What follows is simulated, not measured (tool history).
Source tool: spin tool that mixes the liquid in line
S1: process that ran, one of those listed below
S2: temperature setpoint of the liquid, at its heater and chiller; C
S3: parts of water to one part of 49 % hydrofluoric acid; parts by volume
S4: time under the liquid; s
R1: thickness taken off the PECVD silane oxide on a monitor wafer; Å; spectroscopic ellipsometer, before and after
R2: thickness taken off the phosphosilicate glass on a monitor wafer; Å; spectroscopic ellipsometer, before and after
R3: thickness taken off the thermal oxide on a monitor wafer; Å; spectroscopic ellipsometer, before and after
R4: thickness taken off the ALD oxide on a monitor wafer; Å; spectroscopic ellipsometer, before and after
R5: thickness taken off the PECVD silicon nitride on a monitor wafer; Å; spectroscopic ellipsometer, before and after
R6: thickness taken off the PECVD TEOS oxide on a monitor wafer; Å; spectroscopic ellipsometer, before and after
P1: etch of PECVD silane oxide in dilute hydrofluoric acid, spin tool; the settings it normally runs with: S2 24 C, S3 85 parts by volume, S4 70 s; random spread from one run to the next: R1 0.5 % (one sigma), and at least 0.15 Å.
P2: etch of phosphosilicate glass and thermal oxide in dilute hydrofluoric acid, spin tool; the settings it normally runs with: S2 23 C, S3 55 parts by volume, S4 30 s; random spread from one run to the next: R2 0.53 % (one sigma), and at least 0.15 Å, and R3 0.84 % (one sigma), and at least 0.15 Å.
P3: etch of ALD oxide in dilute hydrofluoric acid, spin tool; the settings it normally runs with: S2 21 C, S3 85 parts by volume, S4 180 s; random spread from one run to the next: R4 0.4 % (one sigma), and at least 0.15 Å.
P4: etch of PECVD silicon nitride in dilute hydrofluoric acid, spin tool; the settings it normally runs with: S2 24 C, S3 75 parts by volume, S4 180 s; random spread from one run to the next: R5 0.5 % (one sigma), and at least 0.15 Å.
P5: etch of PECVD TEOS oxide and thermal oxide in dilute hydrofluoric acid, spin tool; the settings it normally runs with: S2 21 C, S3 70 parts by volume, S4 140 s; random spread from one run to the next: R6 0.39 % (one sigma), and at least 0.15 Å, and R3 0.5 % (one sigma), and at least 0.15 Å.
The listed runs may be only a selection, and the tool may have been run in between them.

run 1 hour=4.4 | S1=P1 S2=24 S3=85 S4=70 | R1=419.86
run 2 hour=7.7 | S1=P2 S2=23 S3=55 S4=15 | R2=266.82 R3=12.952
run 3 hour=13 | S1=P2 S2=17 S3=55 S4=30 | R2=413.52 R3=20.471
run 4 hour=19.6 | S1=P3 S2=21 S3=85 S4=180 | R4=188.9
run 5 hour=26 | S1=P1 S2=24 S3=20 S4=70 | R1=1945.4
run 6 hour=32.5 | S1=P1 S2=24 S3=85 S4=70 | R1=418.38
run 7 hour=37.5 | S1=P4 S2=24 S3=75 S4=265 | R5=96.375
run 8 hour=41.1 | S1=P2 S2=23 S3=20 S4=30 | R2=1539.4 R3=76.092
run 9 hour=46.1 | S1=P1 S2=24 S3=145 S4=70 | R1=229.65
run 10 hour=49.5 | S1=P1 S2=24 S3=85 S4=110 | R1=664.51
run 11 hour=56.1 | S1=P2 S2=23 S3=55 S4=30 | R2=529.99 R3=26.65
run 12 hour=61.4 | S1=P1 S2=24 S3=85 S4=70 | R1=419.31
-- hour=66.6 thermometer replaced
run 13 hour=68 | S1=P4 S2=24 S3=75 S4=180 | R5=65.584
run 14 hour=73.8 | S1=P1 S2=19.5 S3=85 S4=130 | R1=641.94
run 15 hour=80.1 | S1=P1 S2=18.5 S3=145 S4=70 | R1=183.73
run 16 hour=83.9 | S1=P2 S2=23 S3=55 S4=30 | R2=530.01 R3=26.437
run 17 hour=88.2 | S1=P1 S2=17 S3=85 S4=70 | R1=316.45
run 18 hour=94.6 | S1=P4 S2=18.5 S3=75 S4=180 | R5=44.834
run 19 hour=98.7 | S1=P5 S2=21 S3=70 S4=250 | R3=156.7 R6=668.38
run 20 hour=104.7 | S1=P3 S2=21 S3=85 S4=180 | R4=190.47
run 21 hour=110.5 | S1=P5 S2=21 S3=110 S4=140 | R3=53.768 R6=228.23
run 22 hour=114.9 | S1=P1 S2=24 S3=85 S4=70 | R1=422.32
run 23 hour=119.3 | S1=P3 S2=21 S3=85 S4=30 | R4=31.665
run 24 hour=125.7 | S1=P4 S2=24 S3=75 S4=180 | R5=65.318
run 25 hour=131 | S1=P1 S2=24 S3=85 S4=70 | R1=417.9
run 26 hour=134.3 | S1=P4 S2=24 S3=20 S4=180 | R5=234.43
run 27 hour=138.8 | S1=P3 S2=25 S3=85 S4=180 | R4=221.99
run 28 hour=142.3 | S1=P5 S2=21 S3=70 S4=140 | R3=87.948 R6=371.71
run 29 hour=147.2 | S1=P3 S2=21 S3=130 S4=180 | R4=117.88
run 30 hour=151.1 | S1=P5 S2=21 S3=70 S4=140 | R3=87.201 R6=374.65
run 31 hour=154.1 | S1=P1 S2=32 S3=85 S4=70 | R1=571.21
run 32 hour=159.8 | S1=P1 S2=24 S3=85 S4=20 | R1=119.51
run 33 hour=165.1 | S1=P5 S2=27.5 S3=70 S4=140 | R3=113.99 R6=486.26
run 34 hour=168 | S1=P1 S2=24 S3=85 S4=70 | R1=423.23
run 35 hour=171.9 | S1=P1 S2=24 S3=85 S4=70 | R1=402.63
run 36 hour=175 | S1=P1 S2=24 S3=85 S4=70 | R1=399.35
run 37 hour=179.4 | S1=P1 S2=24 S3=85 S4=70 | R1=394.19
run 38 hour=182.8 | S1=P1 S2=24 S3=85 S4=70 | R1=390.21
run 39 hour=186.8 | S1=P1 S2=24 S3=85 S4=70 | R1=390
run 40 hour=189.7 | S1=P1 S2=24 S3=85 S4=70 | R1=389.76
run 41 hour=196.2 | S1=P1 S2=24 S3=85 S4=70 | R1=390.29
run 42 hour=199.6 | S1=P1 S2=24 S3=85 S4=70 | R1=388.02

What P1 gives has crept off from where it sat before. The 2 causes that follow fit the log equally well, each at the size noted:
A: liquid colder than its thermometer reads (K) = 1.95
B: hydrofluoric acid flow below the setpoint (%) = 6.82
Creep in the process output first set in at about hour 168.

The check runs listed below each take one wafer, and their results are still question marks. Under which run would the listed causes lead to clearly different results?
run check 1 hour=203 | S1=P4 S2=24 S3=75 S4=180 | R5=?
run check 2 hour=203 | S1=P2 S2=23 S3=55 S4=30 | R2=? R3=?
run check 3 hour=203 | S1=P3 S2=21 S3=85 S4=180 | R4=?
run check 4 hour=203 | S1=P5 S2=21 S3=70 S4=140 | R3=? R6=?

Outcome of each check run for each possible cause:
check=check_1 result=R5 if_A=57.28 if_B=60.906
check=check_2 result=R2 if_A=492.64 if_B=495.27
check=check_2 result=R3 if_A=24.368 if_B=24.498
check=check_3 result=R4 if_A=174.68 if_B=175.2
check=check_4 result=R3 if_A=80.756 if_B=81.158
check=check_4 result=R6 if_A=344.75 if_B=346.47
Distance between the nearest two causes, measured in the result of the check that separates them most: check 1 6.14 %; check 2 0.53 %; check 3 0.3 %; check 4 0.5 %
The causes can be told apart only by check 1. The other checks would give nearly the same results under each of them.

Then check 1 was run and gave: R5 60.917 Å. Which cause is it?

It is B: hydrofluoric acid flow below the setpoint (%).
